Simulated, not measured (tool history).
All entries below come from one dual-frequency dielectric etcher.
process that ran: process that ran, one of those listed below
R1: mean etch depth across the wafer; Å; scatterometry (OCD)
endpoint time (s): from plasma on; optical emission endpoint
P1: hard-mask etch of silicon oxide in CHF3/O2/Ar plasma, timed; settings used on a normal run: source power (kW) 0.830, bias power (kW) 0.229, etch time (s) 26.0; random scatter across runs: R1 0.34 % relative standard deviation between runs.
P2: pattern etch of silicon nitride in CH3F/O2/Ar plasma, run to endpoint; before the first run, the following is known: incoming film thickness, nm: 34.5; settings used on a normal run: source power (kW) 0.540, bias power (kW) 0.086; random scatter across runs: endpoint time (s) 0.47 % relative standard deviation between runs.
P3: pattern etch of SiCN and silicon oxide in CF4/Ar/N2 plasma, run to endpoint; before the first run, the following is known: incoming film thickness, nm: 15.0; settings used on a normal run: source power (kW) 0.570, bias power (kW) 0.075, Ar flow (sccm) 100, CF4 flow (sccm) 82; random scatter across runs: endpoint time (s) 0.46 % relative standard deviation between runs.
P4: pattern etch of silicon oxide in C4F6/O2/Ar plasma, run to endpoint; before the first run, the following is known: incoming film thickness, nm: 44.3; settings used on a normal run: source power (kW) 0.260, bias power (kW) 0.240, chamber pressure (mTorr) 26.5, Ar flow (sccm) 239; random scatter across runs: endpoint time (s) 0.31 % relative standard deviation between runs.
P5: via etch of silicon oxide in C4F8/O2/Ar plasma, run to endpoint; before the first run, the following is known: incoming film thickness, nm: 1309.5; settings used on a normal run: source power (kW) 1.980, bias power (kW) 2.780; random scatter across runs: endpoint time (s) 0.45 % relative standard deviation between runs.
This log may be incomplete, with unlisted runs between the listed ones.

{"run": 1, "hour": 12.7, "process that ran": "P1", "source power (kW)": 0.83, "bias power (kW)": 0.229, "etch time (s)": 26.0, "R1": 648.0}
{"run": 2, "hour": 23.7, "process that ran": "P1", "source power (kW)": 0.59, "bias power (kW)": 0.229, "etch time (s)": 26.0, "R1": 567.83}
{"run": 3, "hour": 32.8, "process that ran": "P2", "source power (kW)": 0.54, "bias power (kW)": 0.05, "endpoint time (s)": 49.653}
{"run": 4, "hour": 46.6, "process that ran": "P1", "source power (kW)": 0.83, "bias power (kW)": 0.229, "etch time (s)": 26.0, "R1": 648.32}
{"run": 5, "hour": 62.2, "process that ran": "P4", "source power (kW)": 0.26, "bias power (kW)": 0.24, "chamber pressure (mTorr)": 26.5, "Ar flow (sccm)": 239, "endpoint time (s)": 14.16}
{"run": 6, "hour": 71.6, "process that ran": "P1", "source power (kW)": 0.83, "bias power (kW)": 0.229, "etch time (s)": 14.5, "R1": 359.92}
{"run": 7, "hour": 88.1, "process that ran": "P4", "source power (kW)": 0.26, "bias power (kW)": 0.24, "chamber pressure (mTorr)": 26.5, "Ar flow (sccm)": 331, "endpoint time (s)": 14.615}
{"run": 8, "hour": 105.9, "process that ran": "P1", "source power (kW)": 0.83, "bias power (kW)": 0.229, "etch time (s)": 26.0, "R1": 650.07}
{"run": 9, "hour": 114.7, "process that ran": "P1", "source power (kW)": 0.83, "bias power (kW)": 0.229, "etch time (s)": 26.0, "R1": 652.03}
{"run": 10, "hour": 133.0, "process that ran": "P3", "source power (kW)": 0.57, "bias power (kW)": 0.094, "Ar flow (sccm)": 100, "CF4 flow (sccm)": 82, "endpoint time (s)": 12.338}
{"run": 11, "hour": 147.1, "process that ran": "P4", "source power (kW)": 0.26, "bias power (kW)": 0.173, "chamber pressure (mTorr)": 26.5, "Ar flow (sccm)": 239, "endpoint time (s)": 15.66}
{"run": 12, "hour": 157.8, "process that ran": "P4", "source power (kW)": 0.26, "bias power (kW)": 0.24, "chamber pressure (mTorr)": 33.5, "Ar flow (sccm)": 239, "endpoint time (s)": 14.487}
{"run": 13, "hour": 174.8, "process that ran": "P1", "source power (kW)": 0.83, "bias power (kW)": 0.229, "etch time (s)": 26.0, "R1": 649.9}
{"run": 14, "hour": 193.9, "process that ran": "P5", "source power (kW)": 1.98, "bias power (kW)": 2.78, "endpoint time (s)": 228.5}
{"run": 15, "hour": 205.4, "process that ran": "P2", "source power (kW)": 0.54, "bias power (kW)": 0.086, "endpoint time (s)": 42.135}
{"run": 16, "hour": 213.8, "process that ran": "P2", "source power (kW)": 0.38, "bias power (kW)": 0.086, "endpoint time (s)": 47.801}
{"run": 17, "hour": 229.8, "process that ran": "P1", "source power (kW)": 0.83, "bias power (kW)": 0.229, "etch time (s)": 37.0, "R1": 926.81}
{"run": 18, "hour": 247.5, "process that ran": "P3", "source power (kW)": 0.57, "bias power (kW)": 0.075, "Ar flow (sccm)": 100, "CF4 flow (sccm)": 50, "endpoint time (s)": 14.416}
{"run": 19, "hour": 264.7, "process that ran": "P1", "source power (kW)": 1.17, "bias power (kW)": 0.229, "etch time (s)": 26.0, "R1": 738.08}
{"run": 20, "hour": 275.4, "process that ran": "P5", "source power (kW)": 1.58, "bias power (kW)": 2.78, "endpoint time (s)": 248.78}
{"run": 21, "hour": 286.4, "process that ran": "P1", "source power (kW)": 0.83, "bias power (kW)": 0.271, "etch time (s)": 26.0, "R1": 686.86}
{"run": 22, "hour": 305.2, "process that ran": "P3", "source power (kW)": 0.57, "bias power (kW)": 0.075, "Ar flow (sccm)": 100, "CF4 flow (sccm)": 82, "endpoint time (s)": 13.336}
{"run": 23, "hour": 321.9, "process that ran": "P5", "source power (kW)": 1.98, "bias power (kW)": 2.78, "endpoint time (s)": 224.51}
{"run": 24, "hour": 338.9, "process that ran": "P4", "source power (kW)": 0.33, "bias power (kW)": 0.24, "chamber pressure (mTorr)": 26.5, "Ar flow (sccm)": 239, "endpoint time (s)": 12.868}
{"run": 25, "hour": 352.5, "process that ran": "P5", "source power (kW)": 1.98, "bias power (kW)": 1.789, "endpoint time (s)": 258.94}
{"run": 26, "hour": 364.2, "process that ran": "P3", "source power (kW)": 0.73, "bias power (kW)": 0.075, "Ar flow (sccm)": 100, "CF4 flow (sccm)": 82, "endpoint time (s)": 10.719}
{"run": 27, "hour": 373.7, "process that ran": "P4", "source power (kW)": 0.26, "bias power (kW)": 0.24, "chamber pressure (mTorr)": 26.5, "Ar flow (sccm)": 239, "endpoint time (s)": 14.09}
{"run": 28, "hour": 390.2, "process that ran": "P1", "source power (kW)": 0.83, "bias power (kW)": 0.229, "etch time (s)": 26.0, "R1": 651.64}
{"run": 29, "hour": 402.1, "process that ran": "P1", "source power (kW)": 1.04, "bias power (kW)": 0.166, "etch time (s)": 26.0, "R1": 636.44}
{"run": 30, "hour": 415.8, "process that ran": "P3", "source power (kW)": 0.57, "bias power (kW)": 0.075, "Ar flow (sccm)": 100, "CF4 flow (sccm)": 82, "endpoint time (s)": 13.327}
{"run": 31, "hour": 433.2, "process that ran": "P1", "source power (kW)": 0.83, "bias power (kW)": 0.152, "etch time (s)": 26.0, "R1": 566.3}
{"run": 32, "hour": 445.0, "process that ran": "P3", "source power (kW)": 0.57, "bias power (kW)": 0.075, "Ar flow (sccm)": 75, "CF4 flow (sccm)": 82, "endpoint time (s)": 12.836}
{"run": 33, "hour": 453.9, "process that ran": "P2", "source power (kW)": 0.54, "bias power (kW)": 0.086, "endpoint time (s)": 41.992}
{"run": 34, "hour": 471.6, "process that ran": "P1", "source power (kW)": 0.83, "bias power (kW)": 0.229, "etch time (s)": 26.0, "R1": 647.79}
{"run": 35, "hour": 490.5, "process that ran": "P1", "source power (kW)": 0.83, "bias power (kW)": 0.229, "etch time (s)": 26.0, "R1": 654.93}
{"run": 36, "hour": 506.7, "process that ran": "P1", "source power (kW)": 0.83, "bias power (kW)": 0.229, "etch time (s)": 26.0, "R1": 660.26}
{"run": 37, "hour": 515.3, "process that ran": "P1", "source power (kW)": 0.83, "bias power (kW)": 0.229, "etch time (s)": 26.0, "R1": 656.88}
{"hour": 531.2, "done": "wet clean of the chamber"}
{"run": 38, "hour": 532.3, "process that ran": "P1", "source power (kW)": 0.83, "bias power (kW)": 0.229, "etch time (s)": 26.0, "R1": 656.14}
{"run": 39, "hour": 546.4, "process that ran": "P1", "source power (kW)": 0.83, "bias power (kW)": 0.229, "etch time (s)": 26.0, "R1": 657.71}
{"run": 40, "hour": 555.3, "process that ran": "P1", "source power (kW)": 0.83, "bias power (kW)": 0.229, "etch time (s)": 26.0, "R1": 661.38}
{"run": 41, "hour": 571.2, "process that ran": "P1", "source power (kW)": 0.83, "bias power (kW)": 0.229, "etch time (s)": 26.0, "R1": 663.76}

Compared with where it was, what P1 gives has crept away. Each cause listed below fits the log as well as the rest, at the size given for it:
A: source power that arrives over what is set, % = 4.52
B: bias power that arrives over what is set, % = 4.97
The creep began at about hour 471.6.
All other causes, with the reason each is excluded:
chamber walls in a state that raises the etch rate, %: was serviced at hour 531.2, once the creep was under way, yet the earlier output never came back

Of the 4 check runs below, each run on 3 wafers with the results averaged and each result still a question mark, which one would tell the listed causes apart?
{"run": "check 1", "hour": 587.1, "process that ran": "P5", "source power (kW)": 1.63, "bias power (kW)": 2.78, "endpoint time (s)": "?"}
{"run": "check 2", "hour": 587.1, "process that ran": "P2", "source power (kW)": 0.38, "bias power (kW)": 0.063, "endpoint time (s)": "?"}
{"run": "check 3", "hour": 587.1, "process that ran": "P4", "source power (kW)": 0.26, "bias power (kW)": 0.195, "chamber pressure (mTorr)": 26.5, "Ar flow (sccm)": 322, "endpoint time (s)": "?"}
{"run": "check 4", "hour": 587.1, "process that ran": "P3", "source power (kW)": 0.71, "bias power (kW)": 0.075, "Ar flow (sccm)": 100, "CF4 flow (sccm)": 58, "endpoint time (s)": "?"}

Outcome of each check run for each possible cause:
check=check_1 result=endpoint_time_(s) if_A=241.250 if_B=241.760
check=check_2 result=endpoint_time_(s) if_A=52.603 if_B=52.637
check=check_3 result=endpoint_time_(s) if_A=15.401 if_B=15.414
check=check_4 result=endpoint_time_(s) if_A=11.130 if_B=11.383
Separation of the two closest causes in each check, using whichever result separates them best: check 1 0.21 %; check 2 0.06 %; check 3 0.08 %; check 4 2.25 %
Of the check runs offered, only check 4 discriminates between the causes; the rest would read about the same regardless of which cause applies.

The results of check 4 are: endpoint time (s) 11.393. Based on these, which of the listed causes is it?

It was cause B: bias power that arrives over what is set, %.
